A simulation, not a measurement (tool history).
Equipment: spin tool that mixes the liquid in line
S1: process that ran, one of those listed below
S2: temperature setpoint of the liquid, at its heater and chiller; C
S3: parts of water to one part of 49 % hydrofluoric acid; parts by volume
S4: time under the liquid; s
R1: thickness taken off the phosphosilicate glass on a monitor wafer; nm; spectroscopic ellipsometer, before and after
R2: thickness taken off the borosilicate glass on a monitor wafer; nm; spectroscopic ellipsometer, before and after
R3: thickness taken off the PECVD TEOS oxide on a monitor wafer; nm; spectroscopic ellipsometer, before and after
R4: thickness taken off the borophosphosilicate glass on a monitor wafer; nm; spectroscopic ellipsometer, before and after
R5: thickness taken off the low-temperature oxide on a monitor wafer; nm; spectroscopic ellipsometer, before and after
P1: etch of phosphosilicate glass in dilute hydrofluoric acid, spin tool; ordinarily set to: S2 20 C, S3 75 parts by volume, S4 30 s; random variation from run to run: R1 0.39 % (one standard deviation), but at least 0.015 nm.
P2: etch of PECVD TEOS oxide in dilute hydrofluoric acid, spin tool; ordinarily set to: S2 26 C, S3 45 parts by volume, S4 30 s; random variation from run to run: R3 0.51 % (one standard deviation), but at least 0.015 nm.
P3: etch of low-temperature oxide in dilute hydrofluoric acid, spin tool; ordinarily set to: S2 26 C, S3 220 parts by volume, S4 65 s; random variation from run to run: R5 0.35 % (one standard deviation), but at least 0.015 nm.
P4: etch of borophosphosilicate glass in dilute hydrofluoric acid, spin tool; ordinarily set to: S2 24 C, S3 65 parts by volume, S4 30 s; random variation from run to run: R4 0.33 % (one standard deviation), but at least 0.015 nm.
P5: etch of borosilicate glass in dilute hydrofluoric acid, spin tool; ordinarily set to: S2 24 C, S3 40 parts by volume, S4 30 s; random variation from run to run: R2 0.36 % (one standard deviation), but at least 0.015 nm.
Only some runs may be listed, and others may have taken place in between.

run     day  S1    S2   S3   S4      R1      R2      R3      R4      R5
  1   0.504  P1    20   75   30  50.644
  2   0.858  P5    24   40   30           34.91
  3   1.275  P2    26   45   60                  32.521
  4   1.746  P1    20   45   30  88.385
  5     2.1  P4    24   20   30                          108.42
  6   2.525  P1    20   75   30   51.12
  7       3  P1    20   75   30   51.08
  8   3.283  P5    24   20   30          71.937
  9   3.579  P5    24   40   60          70.455
 10   3.954  P4  28.5   65   30                          37.663
 11   4.388  P1    20  110   30  33.497
 12   4.758  P1    26   75   30  64.651
 13   5.217  P1    25   75   15  31.278
 14     5.5  P1    20   75   30  50.887
 15   5.862  P5  17.5   40   30          26.683
 16   6.175  P2    26   20   30                  38.076
 17   6.492  P1    20   75   30  51.181
 18   6.817  P3    26  220  125                                  10.947
 19   7.138  P2  33.5   45   30                  21.843
 20   7.379  P3    26  220   65                                  5.7042
 21   7.838  P2    26   45   30                  16.287
 22   8.283  P2    26   45   30                  16.172
 23   8.767  P1    20   75   45  76.483
 24   9.233  P1    17   75   30  44.506
 25   9.654  P4    24   65   15                          15.714
 26  10.179  P3  32.5  220   65                                   7.054
 27  10.633  P4    24   65   30                          31.354
 28  11.038  P1    20   75   15  25.496
 29  11.371  P3    26  115   65                                   12.26
 30  11.833  P1    20   75   30  50.797
 31  12.267  P1    20   75   30  53.086
 32  12.712  P1    20   75   30  54.207
 33  13.162  P1    20   75   30  54.836
 34  13.671  P1    20   75   30   55.75
 35   14.05  P1    20   75   30    55.6
 36  14.362  P1    20   75   30  55.575
 37    14.6  P1    20   75   30  55.208

Something has made what P1 gives creep away from where it was; the 2 causes below, each at its own stated size, fit the log equally well:
A: hydrofluoric acid flow above the setpoint (%) = 8.58
B: liquid hotter than its thermometer reads (K) = 2.16
The process output started creeping at around day 11.833.

Below are 4 check runs, each on a single wafer, with their results shown as question marks. Which of them would tell the listed causes apart, meaning the causes would give clearly different results under it?
check 1  14.838  P4    24   25  30               ?
check 2  14.838  P2    30   45  60           ?
check 3  14.838  P5    24   20  50       ?
check 4  14.838  P3  32.5  220  65                   ?

How each check would come out, cause by cause:
  check  result    if A    if B
check 1      R4  93.803  94.263
check 2      R3  41.502  41.357
check 3      R2  130.82  131.61
check 4      R5  7.8662  7.6038
Per check, the gap between the least separated pair of causes, taken in the result that splits them most: check 1 0.49 %; check 2 0.35 %; check 3 0.6 %; check 4 3.39 %
Only in check 4 would the causes give clearly different results; in the remaining checks their results would be nearly the same.

Running check 4 produced the following: R5 7.8373 nm. Which one of the listed causes fits?

It was cause A: hydrofluoric acid flow above the setpoint (%).
